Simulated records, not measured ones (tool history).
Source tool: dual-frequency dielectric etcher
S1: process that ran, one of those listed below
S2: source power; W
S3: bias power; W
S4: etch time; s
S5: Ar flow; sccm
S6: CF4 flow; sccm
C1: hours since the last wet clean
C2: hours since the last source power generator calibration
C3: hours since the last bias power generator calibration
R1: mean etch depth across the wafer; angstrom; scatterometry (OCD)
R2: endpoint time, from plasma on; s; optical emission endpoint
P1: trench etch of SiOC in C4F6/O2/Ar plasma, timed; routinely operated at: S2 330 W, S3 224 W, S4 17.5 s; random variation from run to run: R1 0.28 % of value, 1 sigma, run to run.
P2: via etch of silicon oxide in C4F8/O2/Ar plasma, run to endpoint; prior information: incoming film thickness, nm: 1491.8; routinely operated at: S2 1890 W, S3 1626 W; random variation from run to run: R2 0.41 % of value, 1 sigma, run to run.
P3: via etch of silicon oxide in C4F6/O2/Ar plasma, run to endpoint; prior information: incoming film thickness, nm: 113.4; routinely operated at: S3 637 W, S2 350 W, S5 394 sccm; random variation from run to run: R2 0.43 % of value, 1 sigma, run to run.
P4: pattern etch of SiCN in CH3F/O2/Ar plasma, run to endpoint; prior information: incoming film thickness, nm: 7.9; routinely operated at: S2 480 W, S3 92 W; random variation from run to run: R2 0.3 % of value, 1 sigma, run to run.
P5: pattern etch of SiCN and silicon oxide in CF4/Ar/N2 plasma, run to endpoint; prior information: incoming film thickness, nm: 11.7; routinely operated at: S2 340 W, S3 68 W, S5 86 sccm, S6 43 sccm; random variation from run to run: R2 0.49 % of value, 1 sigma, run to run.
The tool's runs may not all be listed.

run	hour	S1	S2	S3	S4	S5	S6	C1	C2	C3	R1	R2
1	4.3	P1	330	224	17.5			304.0	2738.8	500.3	368.91	
2	9.4	P5	450	68		86	43	309.1	2743.9	505.4		14.426
3	15.7	P1	420	135	17.5			315.4	2750.2	511.7	343.04	
4	21.6	P1	330	175	17.5			321.3	2756.1	517.6	338.10	
5	26.7	P1	330	293	23.0			326.4	2761.2	522.7	530.72	
6	30.4	P1	200	224	17.5			330.1	2764.9	526.4	303.34	
7	33.5	P1	330	224	17.5			333.2	2768.0	529.5	367.54	
8	38.1	P1	330	224	17.5			337.8	2772.6	534.1	368.90	
9	44.5	P4	480	92				344.2	2779.0	540.5		18.110
10	50.4	P3	260	637		394		350.1	2784.9	546.4		27.867
11	57.3	P1	330	274	17.5			357.0	2791.8	553.3	394.67	
12	63.9	P5	340	68		86	58	363.6	2798.4	559.9		17.523
13	68.5	P5	340	68		86	43	368.2	2803.0	564.5		18.429
14	74.4	P2	1890	2218				374.1	2808.9	570.4		297.000
15	81.0	P5	340	68		112	43	380.7	2815.5	577.0		19.350
16	86.7	P3	350	412		394		386.4	2821.2	582.7		29.600
17	92.7	P2	1890	1626				392.4	2827.2	588.7		325.010
18	99.3	P1	330	224	24.5			399.0	2833.8	595.3	511.51	
19	103.2	P1	330	224	17.5			402.9	2837.7	599.2	368.26	
20	107.4	P4	480	128				407.1	2841.9	603.4		16.078
21	113.7	P3	350	637		394		413.4	2848.2	609.7		25.507

What does the tool deliver on the next run?
22	118.7	P1	460	224	17.5			418.4	2853.2	614.7	?	

Run 22 came out at R1 416.18 angstrom.
